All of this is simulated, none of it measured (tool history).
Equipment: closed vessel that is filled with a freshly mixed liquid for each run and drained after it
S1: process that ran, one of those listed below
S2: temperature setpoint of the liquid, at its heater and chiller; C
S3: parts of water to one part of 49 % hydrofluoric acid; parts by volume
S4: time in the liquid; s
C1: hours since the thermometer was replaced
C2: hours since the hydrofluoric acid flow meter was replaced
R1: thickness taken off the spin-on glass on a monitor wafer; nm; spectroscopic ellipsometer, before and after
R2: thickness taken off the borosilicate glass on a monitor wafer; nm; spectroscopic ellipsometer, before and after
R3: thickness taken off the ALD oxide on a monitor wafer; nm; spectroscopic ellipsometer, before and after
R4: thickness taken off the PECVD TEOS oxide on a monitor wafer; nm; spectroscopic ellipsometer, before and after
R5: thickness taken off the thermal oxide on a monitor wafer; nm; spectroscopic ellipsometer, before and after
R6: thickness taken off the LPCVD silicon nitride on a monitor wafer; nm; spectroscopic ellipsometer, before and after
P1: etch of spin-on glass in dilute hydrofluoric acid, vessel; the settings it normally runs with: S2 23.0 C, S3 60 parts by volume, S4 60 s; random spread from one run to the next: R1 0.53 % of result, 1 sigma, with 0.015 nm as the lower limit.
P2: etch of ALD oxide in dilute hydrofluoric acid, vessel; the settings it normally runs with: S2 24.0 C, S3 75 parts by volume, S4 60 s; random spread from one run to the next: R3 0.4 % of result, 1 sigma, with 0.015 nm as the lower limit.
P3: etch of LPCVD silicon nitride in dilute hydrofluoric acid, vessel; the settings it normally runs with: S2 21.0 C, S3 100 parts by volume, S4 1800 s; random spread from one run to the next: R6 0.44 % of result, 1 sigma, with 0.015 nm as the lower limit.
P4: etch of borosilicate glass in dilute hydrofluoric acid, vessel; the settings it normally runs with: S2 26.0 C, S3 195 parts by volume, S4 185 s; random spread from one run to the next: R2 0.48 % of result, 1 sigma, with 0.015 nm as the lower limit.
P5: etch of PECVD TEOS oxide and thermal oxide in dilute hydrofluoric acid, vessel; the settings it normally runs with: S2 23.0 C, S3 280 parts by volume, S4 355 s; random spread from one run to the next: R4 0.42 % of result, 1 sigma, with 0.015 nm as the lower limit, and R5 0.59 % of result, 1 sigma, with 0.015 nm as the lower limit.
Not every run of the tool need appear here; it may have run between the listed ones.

Run 1, day 0.367: S1 P1, S2 23.0 C, S3 60 parts by volume, S4 60 s; C1 1348.5; C2 695.7. Result: R1 23.057 nm.
Run 2, day 0.742: S1 P1, S2 23.0 C, S3 60 parts by volume, S4 60 s; C1 1357.5; C2 704.7. Result: R1 23.105 nm.
Run 3, day 1.400: S1 P4, S2 26.0 C, S3 195 parts by volume, S4 185 s; C1 1373.3; C2 720.5. Result: R2 20.445 nm.
Run 4, day 2.050: S1 P2, S2 24.0 C, S3 75 parts by volume, S4 30 s; C1 1388.9; C2 736.1. Result: R3 6.7646 nm.
Run 5, day 2.417: S1 P2, S2 24.0 C, S3 75 parts by volume, S4 60 s; C1 1397.7; C2 744.9. Result: R3 13.5060 nm.
Run 6, day 3.062: S1 P5, S2 17.0 C, S3 280 parts by volume, S4 355 s; C1 1413.2; C2 760.4. Result: R4 15.553 nm, R5 4.0288 nm.
Run 7, day 3.592: S1 P5, S2 23.0 C, S3 75 parts by volume, S4 355 s; C1 1425.9; C2 773.1. Result: R4 90.868 nm, R5 23.1890 nm.
Run 8, day 3.983: S1 P3, S2 21.0 C, S3 100 parts by volume, S4 675 s; C1 1435.3; C2 782.5. Result: R6 3.0333 nm.
Run 9, day 4.367: S1 P4, S2 26.0 C, S3 40 parts by volume, S4 185 s; C1 1444.5; C2 791.7. Result: R2 119.880 nm.
Run 10, day 5.092: S1 P3, S2 21.0 C, S3 100 parts by volume, S4 1800 s; C1 1461.9; C2 809.1. Result: R6 8.0983 nm.
Run 11, day 5.771: S1 P2, S2 24.0 C, S3 130 parts by volume, S4 60 s; C1 1478.2; C2 825.4. Result: R3 7.2963 nm.
Run 12, day 6.533: S1 P2, S2 17.0 C, S3 75 parts by volume, S4 60 s; C1 1496.5; C2 843.7. Result: R3 10.1980 nm.
Run 13, day 7.062: S1 P1, S2 23.0 C, S3 60 parts by volume, S4 100 s; C1 1509.2; C2 856.4. Result: R1 38.734 nm.
Run 14, day 7.567: S1 P1, S2 23.0 C, S3 35 parts by volume, S4 100 s; C1 1521.3; C2 868.5. Result: R1 67.430 nm.
Run 15, day 8.292: S1 P1, S2 19.0 C, S3 35 parts by volume, S4 60 s; C1 1538.7; C2 885.9. Result: R1 34.454 nm.
Run 16, day 9.054: S1 P1, S2 23.0 C, S3 60 parts by volume, S4 60 s; C1 1557.0; C2 904.2. Result: R1 23.308 nm.
Run 17, day 9.596: S1 P1, S2 23.0 C, S3 60 parts by volume, S4 60 s; C1 1570.0; C2 917.2. Result: R1 22.881 nm.
Run 18, day 10.221: S1 P3, S2 21.0 C, S3 165 parts by volume, S4 1800 s; C1 1585.0; C2 932.2. Result: R6 5.0182 nm.
Run 19, day 10.888: S1 P2, S2 24.0 C, S3 75 parts by volume, S4 60 s; C1 1601.0; C2 948.2. Result: R3 13.5810 nm.
Run 20, day 11.562: S1 P1, S2 23.0 C, S3 60 parts by volume, S4 60 s; C1 1617.2; C2 964.4. Result: R1 23.275 nm.
Run 21, day 12.008: S1 P1, S2 23.0 C, S3 95 parts by volume, S4 60 s; C1 1627.9; C2 975.1. Result: R1 13.922 nm.
Run 22, day 12.371: S1 P4, S2 26.0 C, S3 195 parts by volume, S4 295 s; C1 1636.6; C2 983.8. Result: R2 32.174 nm.
Run 23, day 13.038: S1 P1, S2 23.0 C, S3 60 parts by volume, S4 60 s; C1 1652.6; C2 999.8. Result: R1 23.245 nm.
Run 24, day 13.538: S1 P1, S2 18.5 C, S3 60 parts by volume, S4 60 s; C1 1664.6; C2 1011.8. Result: R1 19.061 nm.
Run 25, day 14.142: S1 P3, S2 26.5 C, S3 100 parts by volume, S4 1800 s; C1 1679.1; C2 1026.3. Result: R6 11.7390 nm.
Run 26, day 14.625: S1 P5, S2 23.0 C, S3 280 parts by volume, S4 355 s; C1 1690.7; C2 1037.9. Result: R4 19.449 nm, R5 5.0235 nm.
Run 27, day 15.075: S1 P1, S2 23.0 C, S3 20 parts by volume, S4 60 s; C1 1701.5; C2 1048.7. Result: R1 72.963 nm.
Run 28, day 15.821: S1 P4, S2 20.0 C, S3 195 parts by volume, S4 185 s; C1 1719.4; C2 1066.6. Result: R2 16.260 nm.

For run 29, what comes out?
Run 29, day 16.279: S1 P1, S2 23.0 C, S3 60 parts by volume, S4 30 s; C1 1730.4; C2 1077.6. Result: R1 ?.

{"run 29": {"R1": 11.573}}

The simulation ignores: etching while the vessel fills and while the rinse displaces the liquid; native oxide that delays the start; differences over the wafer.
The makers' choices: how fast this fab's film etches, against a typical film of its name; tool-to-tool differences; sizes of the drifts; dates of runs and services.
